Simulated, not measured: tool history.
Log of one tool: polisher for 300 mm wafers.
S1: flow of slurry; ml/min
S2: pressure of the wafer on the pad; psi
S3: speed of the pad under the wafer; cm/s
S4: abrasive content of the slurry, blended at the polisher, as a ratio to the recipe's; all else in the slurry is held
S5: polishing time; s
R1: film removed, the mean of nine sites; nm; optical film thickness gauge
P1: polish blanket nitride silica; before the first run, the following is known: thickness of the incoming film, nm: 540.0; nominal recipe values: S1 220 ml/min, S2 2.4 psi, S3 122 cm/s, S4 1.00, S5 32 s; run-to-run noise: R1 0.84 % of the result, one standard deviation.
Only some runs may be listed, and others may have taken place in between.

run 1 hour=13.2 | S1=220 S2=2.4 S3=122 S4=1.00 S5=32 | R1=13.7760
run 2 hour=27.8 | S1=220 S2=2.4 S3=72 S4=1.00 S5=32 | R1=9.2083
run 3 hour=41.0 | S1=220 S2=2.4 S3=122 S4=1.00 S5=32 | R1=13.9490
run 4 hour=50.2 | S1=220 S2=2.4 S3=184 S4=1.00 S5=32 | R1=19.4410
run 5 hour=66.9 | S1=275 S2=2.4 S3=122 S4=1.00 S5=32 | R1=14.4790
-- hour=70.9 slurry nozzle cleaned
run 6 hour=75.3 | S1=220 S2=2.4 S3=122 S4=1.00 S5=32 | R1=14.0600
run 7 hour=89.7 | S1=220 S2=2.4 S3=122 S4=1.00 S5=32 | R1=14.0850
run 8 hour=102.4 | S1=220 S2=2.4 S3=122 S4=1.30 S5=24 | R1=11.6020
run 9 hour=111.2 | S1=220 S2=2.4 S3=122 S4=1.00 S5=46 | R1=20.5250
run 10 hour=119.2 | S1=300 S2=2.4 S3=122 S4=0.75 S5=32 | R1=12.5580
run 11 hour=136.8 | S1=220 S2=1.1 S3=122 S4=1.00 S5=32 | R1=6.4357
run 12 hour=146.0 | S1=220 S2=2.4 S3=122 S4=1.25 S5=32 | R1=15.3220
run 13 hour=160.1 | S1=220 S2=2.4 S3=122 S4=1.00 S5=32 | R1=13.9720
run 14 hour=171.8 | S1=220 S2=2.4 S3=122 S4=1.00 S5=32 | R1=14.1280
run 15 hour=185.6 | S1=220 S2=3.4 S3=122 S4=1.00 S5=32 | R1=19.7680
run 16 hour=197.4 | S1=130 S2=2.4 S3=122 S4=1.00 S5=32 | R1=13.1050
run 17 hour=214.9 | S1=220 S2=2.4 S3=122 S4=1.00 S5=21 | R1=9.1438
run 18 hour=223.3 | S1=220 S2=2.4 S3=122 S4=0.65 S5=32 | R1=11.4470
run 19 hour=232.0 | S1=220 S2=2.4 S3=166 S4=0.60 S5=32 | R1=13.8790
run 20 hour=248.7 | S1=220 S2=2.4 S3=122 S4=1.00 S5=32 | R1=13.8680
run 21 hour=266.7 | S1=220 S2=2.4 S3=122 S4=1.00 S5=32 | R1=13.6850
run 22 hour=284.6 | S1=220 S2=2.4 S3=122 S4=1.00 S5=32 | R1=13.4070
run 23 hour=292.9 | S1=220 S2=2.4 S3=122 S4=1.00 S5=32 | R1=13.4270
run 24 hour=300.9 | S1=220 S2=2.4 S3=122 S4=1.00 S5=32 | R1=13.3240
-- hour=315.2 conditioning disc replaced and pad reconditioned
run 25 hour=315.8 | S1=220 S2=2.4 S3=122 S4=1.00 S5=32 | R1=13.2220
run 26 hour=329.7 | S1=220 S2=2.4 S3=122 S4=1.00 S5=32 | R1=13.2850
-- hour=341.2 worn pad replaced by a new one
run 27 hour=343.9 | S1=220 S2=2.4 S3=122 S4=1.00 S5=32 | R1=12.9400
-- hour=355.4 head pressure recalibrated
run 28 hour=359.1 | S1=220 S2=2.4 S3=122 S4=1.00 S5=32 | R1=13.0300
run 29 hour=369.3 | S1=220 S2=2.4 S3=122 S4=1.00 S5=32 | R1=13.1590
run 30 hour=381.6 | S1=220 S2=2.4 S3=122 S4=1.00 S5=32 | R1=12.9410
run 31 hour=394.0 | S1=220 S2=2.4 S3=122 S4=1.00 S5=32 | R1=12.9810

Something has made what P1 gives creep away from where it was; the 2 causes below, each at its own stated size, fit the log equally well:
A: slurry flow missing at the pad, % = 38.4
B: abrasive missing from the slurry, % = 14.4
The drift started at roughly hour 248.7.
Every other cause this tool's parts could produce, and why it does not fit the log:
removal rate lost through wear of the pad, %: maintenance at hour 341.2, after the shift began, did not return the process to its former output
head's pressure below its setpoint, %: maintenance at hour 355.4, after the shift began, did not return the process to its former output
time polished since the conditioner stopped cutting, s: maintenance at hour 315.2, after the shift began, did not return the process to its former output

Below are 4 check runs, each averaged over 2 wafers, with their results shown as question marks. Which of them would give clearly different results depending on which cause is behind the drift?
run check 1 hour=406.4 | S1=270 S2=2.4 S3=122 S4=1.00 S5=32 | R1=?
run check 2 hour=406.4 | S1=220 S2=3.1 S3=122 S4=1.00 S5=32 | R1=?
run check 3 hour=406.4 | S1=220 S2=3.2 S3=122 S4=1.20 S5=32 | R1=?
run check 4 hour=406.4 | S1=130 S2=3.0 S3=122 S4=1.00 S5=32 | R1=?

What each check would give under each cause:
check=check_1 result=R1 if_A=13.4820 if_B=13.3140
check=check_2 result=R1 if_A=16.8090 if_B=16.8150
check=check_3 result=R1 if_A=18.7730 if_B=18.9120
check=check_4 result=R1 if_A=14.3220 if_B=14.9900
Gap, in per cent, between the two causes that each check separates least, read from the result that separates them most: check 1 1.26 %; check 2 0.04 %; check 3 0.74 %; check 4 4.56 %
Check 4 tells the causes apart: in the others they would give nearly the same result.

Check 4 was then run and gave: R1 14.3790 nm. Which cause is it?

The cause is A: slurry flow missing at the pad, %.

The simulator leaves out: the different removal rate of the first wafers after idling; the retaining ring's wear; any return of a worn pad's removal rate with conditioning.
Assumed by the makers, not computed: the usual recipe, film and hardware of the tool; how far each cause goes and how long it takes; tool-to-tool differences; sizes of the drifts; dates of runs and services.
